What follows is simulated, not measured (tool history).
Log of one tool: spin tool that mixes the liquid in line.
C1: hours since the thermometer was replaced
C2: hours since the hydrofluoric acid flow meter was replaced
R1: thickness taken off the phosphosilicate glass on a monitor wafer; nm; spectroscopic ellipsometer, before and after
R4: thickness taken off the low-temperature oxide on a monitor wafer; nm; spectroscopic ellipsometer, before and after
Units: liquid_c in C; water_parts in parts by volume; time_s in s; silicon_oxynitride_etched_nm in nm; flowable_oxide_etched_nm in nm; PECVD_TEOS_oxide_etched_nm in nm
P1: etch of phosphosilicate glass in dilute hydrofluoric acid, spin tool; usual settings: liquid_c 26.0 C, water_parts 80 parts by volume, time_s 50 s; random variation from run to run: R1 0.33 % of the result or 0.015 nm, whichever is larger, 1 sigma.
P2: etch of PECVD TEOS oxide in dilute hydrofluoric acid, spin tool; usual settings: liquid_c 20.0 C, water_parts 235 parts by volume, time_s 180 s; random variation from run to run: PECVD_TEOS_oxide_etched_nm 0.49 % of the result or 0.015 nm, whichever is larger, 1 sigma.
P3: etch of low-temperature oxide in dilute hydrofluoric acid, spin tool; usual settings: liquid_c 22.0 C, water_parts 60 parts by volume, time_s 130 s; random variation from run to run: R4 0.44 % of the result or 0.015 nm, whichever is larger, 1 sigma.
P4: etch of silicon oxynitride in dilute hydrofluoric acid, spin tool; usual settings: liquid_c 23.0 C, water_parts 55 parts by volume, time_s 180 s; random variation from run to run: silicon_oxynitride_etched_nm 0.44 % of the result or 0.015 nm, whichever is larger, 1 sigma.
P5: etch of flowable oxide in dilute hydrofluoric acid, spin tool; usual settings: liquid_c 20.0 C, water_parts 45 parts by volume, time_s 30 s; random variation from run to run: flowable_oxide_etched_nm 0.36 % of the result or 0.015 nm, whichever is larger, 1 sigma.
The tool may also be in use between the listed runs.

run 1 hour=10.5 | process=P1 liquid_c=26.0 water_parts=80 time_s=50 | C1=560.3 C2=808.7 | R1=54.588
run 2 hour=17.8 | process=P4 liquid_c=23.0 water_parts=55 time_s=180 | C1=567.6 C2=816.0 | silicon_oxynitride_etched_nm=8.2656
run 3 hour=26.9 | process=P5 liquid_c=17.0 water_parts=45 time_s=30 | C1=576.7 C2=825.1 | flowable_oxide_etched_nm=20.114
run 4 hour=36.6 | process=P5 liquid_c=20.0 water_parts=65 time_s=30 | C1=586.4 C2=834.8 | flowable_oxide_etched_nm=15.400
run 5 hour=45.8 | process=P4 liquid_c=23.0 water_parts=55 time_s=305 | C1=595.6 C2=844.0 | silicon_oxynitride_etched_nm=14.0740
run 6 hour=56.2 | process=P5 liquid_c=20.0 water_parts=45 time_s=30 | C1=606.0 C2=854.4 | flowable_oxide_etched_nm=22.771
run 7 hour=64.5 | process=P3 liquid_c=22.0 water_parts=60 time_s=190 | C1=614.3 C2=862.7 | R4=43.733
run 8 hour=73.6 | process=P1 liquid_c=26.0 water_parts=80 time_s=50 | C1=623.4 C2=871.8 | R1=54.534
run 9 hour=81.9 | process=P2 liquid_c=17.0 water_parts=235 time_s=180 | C1=631.7 C2=880.1 | PECVD_TEOS_oxide_etched_nm=4.20890
run 10 hour=89.6 | process=P1 liquid_c=26.0 water_parts=105 time_s=15 | C1=639.4 C2=887.8 | R1=12.104
run 11 hour=100.7 | process=P3 liquid_c=17.0 water_parts=60 time_s=130 | C1=650.5 C2=898.9 | R4=24.382
run 12 hour=112.8 | process=P1 liquid_c=26.0 water_parts=40 time_s=50 | C1=662.6 C2=911.0 | R1=115.530
run 13 hour=121.7 | process=P4 liquid_c=18.0 water_parts=55 time_s=180 | C1=671.5 C2=919.9 | silicon_oxynitride_etched_nm=6.4519
run 14 hour=130.1 | process=P1 liquid_c=26.0 water_parts=80 time_s=15 | C1=679.9 C2=928.3 | R1=16.375
run 15 hour=138.3 | process=P2 liquid_c=20.0 water_parts=235 time_s=180 | C1=688.1 C2=936.5 | PECVD_TEOS_oxide_etched_nm=4.73020
run 16 hour=147.1 | process=P1 liquid_c=26.0 water_parts=120 time_s=50 | C1=696.9 C2=945.3 | R1=34.689
run 17 hour=159.8 | process=P1 liquid_c=26.0 water_parts=80 time_s=50 | C1=709.6 C2=958.0 | R1=54.654
run 18 hour=167.7 | process=P1 liquid_c=26.0 water_parts=80 time_s=50 | C1=717.5 C2=965.9 | R1=54.874
run 19 hour=175.1 | process=P1 liquid_c=26.0 water_parts=80 time_s=50 | C1=724.9 C2=973.3 | R1=54.361
run 20 hour=183.0 | process=P1 liquid_c=26.0 water_parts=80 time_s=50 | C1=732.8 C2=981.2 | R1=54.710
run 21 hour=191.9 | process=P2 liquid_c=20.0 water_parts=70 time_s=180 | C1=741.7 C2=990.1 | PECVD_TEOS_oxide_etched_nm=18.94600
run 22 hour=202.6 | process=P3 liquid_c=22.0 water_parts=95 time_s=130 | C1=752.4 C2=1000.8 | R4=18.142
run 23 hour=213.3 | process=P1 liquid_c=18.5 water_parts=80 time_s=50 | C1=763.1 C2=1011.5 | R1=40.412
run 24 hour=222.4 | process=P3 liquid_c=22.0 water_parts=60 time_s=130 | C1=772.2 C2=1020.6 | R4=30.098
run 25 hour=229.6 | process=P5 liquid_c=20.0 water_parts=45 time_s=15 | C1=779.4 C2=1027.8 | flowable_oxide_etched_nm=11.295
run 26 hour=238.5 | process=P1 liquid_c=26.0 water_parts=80 time_s=90 | C1=788.3 C2=1036.7 | R1=98.837
run 27 hour=247.5 | process=P5 liquid_c=20.0 water_parts=45 time_s=30 | C1=797.3 C2=1045.7 | flowable_oxide_etched_nm=22.720
run 28 hour=254.5 | process=P1 liquid_c=30.5 water_parts=80 time_s=50 | C1=804.3 C2=1052.7 | R1=65.242
run 29 hour=262.2 | process=P2 liquid_c=20.0 water_parts=235 time_s=15 | C1=812.0 C2=1060.4 | PECVD_TEOS_oxide_etched_nm=0.40116
run 30 hour=270.2 | process=P4 liquid_c=23.0 water_parts=85 time_s=180 | C1=820.0 C2=1068.4 | silicon_oxynitride_etched_nm=5.2550
run 31 hour=281.5 | process=P3 liquid_c=22.0 water_parts=60 time_s=130 | C1=831.3 C2=1079.7 | R4=29.951
run 32 hour=291.3 | process=P1 liquid_c=26.0 water_parts=80 time_s=50 | C1=841.1 C2=1089.5 | R1=54.485
run 33 hour=298.4 | process=P1 liquid_c=26.0 water_parts=115 time_s=75 | C1=848.2 C2=1096.6 | R1=54.507
run 34 hour=308.8 | process=P1 liquid_c=26.0 water_parts=80 time_s=50 | C1=858.6 C2=1107.0 | R1=54.582
run 35 hour=318.7 | process=P1 liquid_c=26.0 water_parts=80 time_s=50 | C1=868.5 C2=1116.9 | R1=53.116
run 36 hour=330.6 | process=P1 liquid_c=26.0 water_parts=80 time_s=50 | C1=880.4 C2=1128.8 | R1=51.877
run 37 hour=339.4 | process=P1 liquid_c=26.0 water_parts=80 time_s=50 | C1=889.2 C2=1137.6 | R1=51.011
run 38 hour=348.4 | process=P1 liquid_c=26.0 water_parts=80 time_s=50 | C1=898.2 C2=1146.6 | R1=50.958
run 39 hour=354.9 | process=P1 liquid_c=26.0 water_parts=80 time_s=50 | C1=904.7 C2=1153.1 | R1=50.763
run 40 hour=364.4 | process=P1 liquid_c=26.0 water_parts=80 time_s=50 | C1=914.2 C2=1162.6 | R1=50.172
run 41 hour=374.2 | process=P1 liquid_c=26.0 water_parts=80 time_s=50 | C1=924.0 C2=1172.4 | R1=49.926
run 42 hour=384.5 | process=P1 liquid_c=26.0 water_parts=80 time_s=50 | C1=934.3 C2=1182.7 | R1=49.839
run 43 hour=395.1 | process=P1 liquid_c=26.0 water_parts=80 time_s=50 | C1=944.9 C2=1193.3 | R1=49.854
run 44 hour=401.6 | process=P1 liquid_c=26.0 water_parts=80 time_s=50 | C1=951.4 C2=1199.8 | R1=49.803
run 45 hour=408.9 | process=P1 liquid_c=26.0 water_parts=80 time_s=50 | C1=958.7 C2=1207.1 | R1=49.766

What P1 gives has crept away from where it was. These 2 causes fit the log equally well, each at the size given:
A: hydrofluoric acid flow below the setpoint (%) = 8.14
B: liquid colder than its thermometer reads (K) = 2.37
The creep began at about hour 308.8.

4 check runs are offered, one wafer each, their results left as question marks. Which one tells the causes apart?
run check 1 hour=416.2 | process=P4 liquid_c=19.0 water_parts=55 time_s=275 | silicon_oxynitride_etched_nm=?
run check 2 hour=416.2 | process=P5 liquid_c=20.0 water_parts=65 time_s=30 | flowable_oxide_etched_nm=?
run check 3 hour=416.2 | process=P2 liquid_c=17.0 water_parts=235 time_s=180 | PECVD_TEOS_oxide_etched_nm=?
run check 4 hour=416.2 | process=P3 liquid_c=22.0 water_parts=90 time_s=130 | R4=?

What each check would give under each cause:
check=check_1 result=silicon_oxynitride_etched_nm if_A=9.5107 if_B=9.2040
check=check_2 result=flowable_oxide_etched_nm if_A=14.052 if_B=13.927
check=check_3 result=PECVD_TEOS_oxide_etched_nm if_A=3.79370 if_B=3.82830
check=check_4 result=R4 if_A=17.561 if_B=17.510
How far apart the two closest causes lie, in the result that separates them most: check 1 3.28 %; check 2 0.89 %; check 3 0.91 %; check 4 0.29 %
Only check 1 tells the causes apart: in the others they would give nearly the same result.

Then check 1 was run and gave: silicon_oxynitride_etched_nm 9.4534 nm. Which cause is it?

It is A: hydrofluoric acid flow below the setpoint (%).
